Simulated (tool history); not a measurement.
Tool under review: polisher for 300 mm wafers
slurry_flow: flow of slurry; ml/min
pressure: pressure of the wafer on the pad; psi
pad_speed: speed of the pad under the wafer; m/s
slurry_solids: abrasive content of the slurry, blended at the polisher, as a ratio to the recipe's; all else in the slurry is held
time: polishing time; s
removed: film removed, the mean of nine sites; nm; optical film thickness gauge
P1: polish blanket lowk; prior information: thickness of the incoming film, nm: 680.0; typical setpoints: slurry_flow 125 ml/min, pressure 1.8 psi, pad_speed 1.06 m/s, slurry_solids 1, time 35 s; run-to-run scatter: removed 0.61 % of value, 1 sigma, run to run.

run     day  slurry_flow  pressure  pad_speed  slurry_solids  time  wafers polished on this pad  hours since the slurry nozzle was cleaned  hours since the head pressure was calibrated  hours since the slurry blender was calibrated  hours since the conditioning disc was replaced  removed
  1   0.258          125       1.8       1.06              1    35                          472                                      236.8                                         666.4                                          190.8                                           107.2   12.556
  2   0.783          125       1.8       1.52              1    35                          633                                      249.4                                           679                                          203.4                                           119.8   16.965
  3     1.2          125       1.8       1.06              1    35                          761                                      259.4                                           689                                          213.4                                           129.8   12.696
  4   1.558          125       1.8       1.06              1    51                          871                                        268                                         697.6                                            222                                           138.4   18.373
  5   1.938          125       1.8       1.06            1.4    35                          987                                      277.1                                         706.7                                          231.1                                           147.5   14.372
  6   2.292          125       1.8       1.06              1    23                         1095                                      285.6                                         715.2                                          239.6                                             156    8.313
  7   2.742          155       1.8       1.62              1    35                         1233                                      296.4                                           726                                          250.4                                           166.8   18.538
  8   3.067          125       1.8       1.06              1    35                         1333                                      304.2                                         733.8                                          258.2                                           174.6     12.6
  9   3.412           85       1.8       1.06              1    35                         1439                                      312.5                                         742.1                                          266.5                                           182.9   11.543
 10   3.846          125       1.8       1.06            0.6    35                         1572                                      322.9                                         752.5                                          276.9                                           193.3   9.6799
 11   4.258          125       2.7       1.06              1    35                         1699                                      332.8                                         762.4                                          286.8                                           203.2   18.918
      4.329  -- conditioning disc replaced and pad reconditioned
 12   4.804          125       1.8       1.06              1    35                         1866                                      345.9                                         775.5                                          299.9                                            11.5   12.481
 13    5.25          125       1.2       1.06              1    35                         2003                                      356.6                                         786.2                                          310.6                                            22.2   8.3593
 14   5.588          125       1.8       1.06              1    35                         2106                                      364.7                                         794.3                                          318.7                                            30.3   12.488
 15    6.05          125       1.8       0.48              1    35                         2248                                      375.8                                         805.4                                          329.8                                            41.4    6.658
 16   6.367          125       1.8       1.06              1    35                         2345                                      383.4                                           813                                          337.4                                              49   12.521
 17   6.729          170       1.8       1.06              1    35                         2456                                      392.1                                         821.7                                          346.1                                            57.7   13.307
 18   7.138          125       1.8       1.06              1    35                         2582                                      401.9                                         831.5                                          355.9                                            67.5   12.725
 19   7.717          125       1.8       1.06              1    35                         2759                                      415.8                                         845.4                                          369.8                                            81.4   11.882
 20   8.283          125       1.8       1.06              1    35                         2933                                      429.4                                           859                                          383.4                                              95   11.568
 21   8.554          125       1.8       1.06              1    35                         3016                                      435.9                                         865.5                                          389.9                                           101.5   11.622
 22   8.808          125       1.8       1.06              1    35                         3094                                        442                                         871.6                                            396                                           107.6   11.572
        8.9  -- worn pad replaced by a new one
      8.979  -- slurry blender recalibrated
      9.171  -- conditioning disc replaced and pad reconditioned
 23   9.375          125       1.8       1.06              1    35                          145                                      455.6                                         885.2                                            9.5                                               5   11.498
 24   9.712          125       1.8       1.06              1    35                          249                                      463.7                                         893.3                                           17.6                                            13.1   11.536
 25  10.083          125       1.8       1.06              1    35                          363                                      472.6                                         902.2                                           26.5                                              22   11.453

What P1 gives has crept away from where it was. These 2 causes fit the log equally well, each at the size given:
A: slurry flow missing at the pad, % = 32.1
B: head's pressure below its setpoint, % = 8.96
The process output started creeping at around day 7.138.
Other possible causes, and why each is ruled out:
removal rate lost through wear of the pad, %: serviced at day 8.9, after the drift had started, without restoring the earlier output
abrasive missing from the slurry, %: serviced at day 8.979, after the drift had started, without restoring the earlier output
time polished since the conditioner stopped cutting, s: serviced at day 9.171, after the drift had started, without restoring the earlier output

The 4 check runs listed below each average the results of 2 wafers, and their outcomes are marked with question marks. Under which run would the listed causes produce clearly different results?
check 1  10.454          125       2.7       1.42              1    35                                                                                                                                                                                                                             ?
check 2  10.454           90       1.8       1.46              1    35                                                                                                                                                                                                                             ?
check 3  10.454          125       1.8        1.5            0.7    35                                                                                                                                                                                                                             ?
check 4  10.454          125       2.6       1.06           0.65    35                                                                                                                                                                                                                             ?

Expected result of each check under each candidate cause:
  check   result    if A    if B
check 1  removed  21.755  21.751
check 2  removed   13.31  13.723
check 3  removed  12.683   12.68
check 4  removed   13.32  13.317
Separation of the two closest causes in each check, using whichever result separates them best: check 1 0.02 %; check 2 3.05 %; check 3 0.02 %; check 4 0.02 %
The causes can be told apart only by check 2. The other checks would give nearly the same results under each of them.

The results of check 2 are: removed 13.688 nm. Based on these, which of the listed causes is it?

It is B: head's pressure below its setpoint, %.

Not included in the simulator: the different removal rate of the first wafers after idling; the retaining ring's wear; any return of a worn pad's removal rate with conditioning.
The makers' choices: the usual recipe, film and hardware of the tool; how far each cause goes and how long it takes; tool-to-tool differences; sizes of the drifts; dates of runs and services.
